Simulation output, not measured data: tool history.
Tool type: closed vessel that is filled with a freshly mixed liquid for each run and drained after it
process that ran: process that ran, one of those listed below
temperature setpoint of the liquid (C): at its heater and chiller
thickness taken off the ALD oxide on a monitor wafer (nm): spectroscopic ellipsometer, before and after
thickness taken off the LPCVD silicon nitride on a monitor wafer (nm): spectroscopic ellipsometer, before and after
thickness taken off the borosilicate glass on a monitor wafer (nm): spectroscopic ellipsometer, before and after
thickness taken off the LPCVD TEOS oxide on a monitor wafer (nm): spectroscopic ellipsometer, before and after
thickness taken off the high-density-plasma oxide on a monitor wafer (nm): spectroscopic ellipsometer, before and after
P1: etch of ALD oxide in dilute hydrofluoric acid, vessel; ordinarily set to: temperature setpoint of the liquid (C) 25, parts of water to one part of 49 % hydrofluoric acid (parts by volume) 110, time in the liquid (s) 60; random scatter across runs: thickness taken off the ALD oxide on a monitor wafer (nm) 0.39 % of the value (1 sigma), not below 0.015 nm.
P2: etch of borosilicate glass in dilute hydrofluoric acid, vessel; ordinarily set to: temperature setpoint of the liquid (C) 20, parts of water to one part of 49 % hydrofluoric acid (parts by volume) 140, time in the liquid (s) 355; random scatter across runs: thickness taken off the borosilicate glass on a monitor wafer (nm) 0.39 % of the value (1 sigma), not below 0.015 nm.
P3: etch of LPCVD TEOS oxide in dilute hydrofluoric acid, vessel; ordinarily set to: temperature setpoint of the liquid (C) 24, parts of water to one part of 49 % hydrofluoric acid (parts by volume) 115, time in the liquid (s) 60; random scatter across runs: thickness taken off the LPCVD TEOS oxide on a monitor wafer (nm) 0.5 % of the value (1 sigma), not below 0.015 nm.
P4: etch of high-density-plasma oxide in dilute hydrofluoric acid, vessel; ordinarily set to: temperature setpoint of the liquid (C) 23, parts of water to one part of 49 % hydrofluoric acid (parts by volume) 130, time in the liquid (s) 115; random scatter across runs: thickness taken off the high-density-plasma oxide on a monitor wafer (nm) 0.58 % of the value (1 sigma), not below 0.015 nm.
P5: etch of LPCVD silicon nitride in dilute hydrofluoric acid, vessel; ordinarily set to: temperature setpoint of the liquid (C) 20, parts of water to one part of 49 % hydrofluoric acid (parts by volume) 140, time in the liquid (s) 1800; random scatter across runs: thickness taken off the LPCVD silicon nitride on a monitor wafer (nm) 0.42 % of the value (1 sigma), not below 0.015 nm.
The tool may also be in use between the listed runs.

run,hour,process that ran,temperature setpoint of the liquid (C),parts of water to one part of 49 % hydrofluoric acid (parts by volume),time in the liquid (s),hours since the thermometer was replaced,hours since the hydrofluoric acid flow meter was replaced,thickness taken off the ALD oxide on a monitor wafer (nm),thickness taken off the LPCVD silicon nitride on a monitor wafer (nm),thickness taken off the borosilicate glass on a monitor wafer (nm),thickness taken off the LPCVD TEOS oxide on a monitor wafer (nm),thickness taken off the high-density-plasma oxide on a monitor wafer (nm)
1,6.1,P1,25,110,60,1758.1,714,17.45,,,,
2,15.6,P1,25,65,60,1767.6,723.5,31.393,,,,
3,26.5,P1,30,110,60,1778.5,734.4,21.283,,,,
4,32.8,P1,25,110,60,1784.8,740.7,17.533,,,,
5,41.4,P5,20,140,1800,1793.4,749.3,,5.3484,,,
6,48,P1,25,110,60,1800,755.9,17.496,,,,
7,53.6,P2,20,215,355,1805.6,761.5,,,32.065,,
8,64.5,P3,32,115,60,1816.5,772.4,,,,27.994,
9,74.2,P1,25,150,60,1826.2,782.1,12.235,,,,
10,82.2,P1,21,110,60,1834.2,790.1,14.8,,,,
11,91.7,P5,17,140,1800,1843.7,799.6,,4.3617,,,
12,100.9,P2,20,140,355,1852.9,808.8,,,52.851,,
13,107.6,P2,20,140,195,1859.6,815.5,,,29.216,,
14,114.1,P4,23,130,185,1866.1,822,,,,,8.2003
15,121.3,P3,24,115,90,1873.3,829.2,,,,31.525,
16,131.1,P1,25,190,115,1883.1,839,17.659,,,,
17,136.1,P1,25,110,60,1888.1,844,17.464,,,,
18,145.6,P5,20,85,1800,1897.6,853.5,,8.7224,,,
19,152,P1,25,110,60,1904,859.9,17.441,,,,
20,163.3,P2,17,140,355,1915.3,871.2,,,46.961,,
21,168.6,P4,23,130,115,1920.6,876.5,,,,,5.1204
22,175.9,P1,25,110,120,1927.9,883.8,35.039,,,,
23,184.5,P5,20,140,3290,1936.5,892.4,,9.7032,,,
24,190.5,P4,27,130,115,1942.5,898.4,,,,,5.9631
25,200.3,P4,23,45,115,1952.3,908.2,,,,,16.418
26,206.8,P1,25,110,30,1958.8,914.7,8.67,,,,
27,216.4,P5,20,140,1800,1968.4,924.3,,5.3282,,,
28,226.1,P1,29,150,60,1978.1,934,14.249,,,,
29,234.8,P1,25,110,60,1986.8,942.7,17.484,,,,
30,244.5,P4,23,130,115,1996.5,952.4,,,,,5.1491
31,249.8,P2,20,140,355,2001.8,957.7,,,52.935,,
32,258,P3,24,195,60,2010,965.9,,,,11.217,
33,269.2,P3,24,115,60,2021.2,977.1,,,,20.848,
34,280.1,P1,25,110,60,2032.1,988,17.351,,,,
35,287.2,P1,25,110,60,2039.2,995.1,16.812,,,,
36,292.2,P1,25,110,60,2044.2,1000.1,16.467,,,,
37,303.3,P1,25,110,60,2055.3,1011.2,16.089,,,,
38,312.9,P1,25,110,60,2064.9,1020.8,15.923,,,,
39,320.2,P1,25,110,60,2072.2,1028.1,16.026,,,,
40,326.4,P1,25,110,60,2078.4,1034.3,15.933,,,,

P1 has crept away from where it was. The log is fitted equally well by each of these 2 causes, at the sizes shown:
A: hydrofluoric acid flow below the setpoint (%) = 7.35
B: liquid colder than its thermometer reads (K) = 2.22
Onset of the creep was near hour 280.1.

Which of the 4 check runs listed below separates the causes, so that each cause would produce a clearly different result? Each run uses one wafer, and its results are marked with question marks.
check 1,332.6,P5,20,140,1800,,,,?,,,
check 2,332.6,P3,24,115,60,,,,,,?,
check 3,332.6,P4,23,130,115,,,,,,,?
check 4,332.6,P2,20,140,355,,,,,?,,

Outcome of each check run for each possible cause:
check,result,if A,if B
check 1,thickness taken off the LPCVD silicon nitride on a monitor wafer (nm),4.9572,4.595
check 2,thickness taken off the LPCVD TEOS oxide on a monitor wafer (nm),18.981,18.968
check 3,thickness taken off the high-density-plasma oxide on a monitor wafer (nm),4.6744,4.6755
check 4,thickness taken off the borosilicate glass on a monitor wafer (nm),48.542,48.452
Minimum pairwise separation of causes per check, each pair taken at its best-separating result: check 1 7.59 %; check 2 0.07 %; check 3 0.02 %; check 4 0.19 %
The other checks would show nearly matching results whichever cause is true, so check 1 is the only one that separates the causes.

Running check 1 produced the following: thickness taken off the LPCVD silicon nitride on a monitor wafer (nm) 4.9753. Which one of the listed causes fits?

Of the candidate causes, it is A: hydrofluoric acid flow below the setpoint (%).
